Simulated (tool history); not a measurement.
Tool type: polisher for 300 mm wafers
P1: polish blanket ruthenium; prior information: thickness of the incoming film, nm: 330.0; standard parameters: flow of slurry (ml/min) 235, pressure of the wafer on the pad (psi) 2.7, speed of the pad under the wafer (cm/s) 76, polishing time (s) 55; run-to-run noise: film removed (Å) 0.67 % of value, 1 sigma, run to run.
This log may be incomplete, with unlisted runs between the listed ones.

run   hour  flow of slurry (ml/min)  pressure of the wafer on the pad (psi)  speed of the pad under the wafer (cm/s)  polishing time (s)  film removed (Å)
  1   14.0                      235                                     2.7                                       76                  55            582.67
  2   24.6                      235                                     2.7                                       76                  70            747.23
  3   35.2                      140                                     2.7                                       76                  55            544.49
  4   51.4                      235                                     2.7                                       76                  55            578.66
  5   60.2                      235                                     2.7                                       76                  29            309.75
  6   77.0                      235                                     3.9                                       76                  55            842.27
  7   86.4                      235                                     2.7                                      102                  55            782.24
  8   94.3                      350                                     2.7                                       52                  55            416.19
  9  107.6                      235                                     2.7                                       76                  55            583.57
 10  120.3                      235                                     2.7                                       54                  55            418.08
 11  133.0                      235                                     2.7                                       76                  55            585.21
 12  149.0                      235                                     2.7                                       76                  55            587.34
 13  162.4                      235                                     1.4                                       76                  55            302.31
 14  175.9                      235                                     2.7                                       76                  55            582.89
     181.9  -- head pressure recalibrated
 15  193.6                      320                                     2.7                                       76                  55            599.56
 16  207.8                      235                                     2.7                                       76                  55            581.46
 17  223.4                      235                                     2.7                                       76                  55            569.66
 18  235.6                      235                                     2.7                                       76                  55            559.62
 19  247.2                      235                                     2.7                                       76                  55            562.18
 20  255.9                      235                                     2.7                                       76                  55            552.53
 21  267.0                      235                                     2.7                                       76                  55            545.15
     278.2  -- worn pad replaced by a new one
 22  283.9                      235                                     2.7                                       76                  55            548.48
 23  293.3                      235                                     2.7                                       76                  55            548.57
 24  301.4                      235                                     2.7                                       76                  55            546.50
 25  318.5                      235                                     2.7                                       76                  55            543.72

The output of P1 has drifted from where it used to be. Each of the 2 causes below, taken at the size shown beside it, accounts for the log equally well:
A: head's pressure below its setpoint, % = 6.87
B: slurry flow missing at the pad, % = 38.9
The gradual shift began around hour 207.8.
The rest of the possible causes, and what rules out each one:
removal rate lost through wear of the pad, %: serviced at hour 278.2, after the change had begun; the process did not return to its earlier output

The 4 check runs listed below each average the results of 2 wafers, and their outcomes are marked with question marks. Under which run would the listed causes produce clearly different results?
check 1  335.6                      140                                     2.7                                       76                  55                 ?
check 2  335.6                      235                                     2.1                                       76                  55                 ?
check 3  335.6                      235                                     3.7                                       76                  55                 ?
check 4  335.6                      235                                     1.9                                       76                  55                 ?

If the cause were each of the candidates in turn, the checks would give the following:
  check            result    if A    if B
check 1  film removed (Å)  504.33  483.14
check 2  film removed (Å)  423.11  423.14
check 3  film removed (Å)  745.48  745.53
check 4  film removed (Å)  382.82  382.84
Separation of the two closest causes in each check, using whichever result separates them best: check 1 4.29 %; check 2 0.01 %; check 3 0.01 %; check 4 0.01 %
The causes can be told apart only by check 1. The other checks would give nearly the same results under each of them.

Running check 1 produced the following: film removed (Å) 482.32. Which one of the listed causes fits?

B is the cause: slurry flow missing at the pad, %.
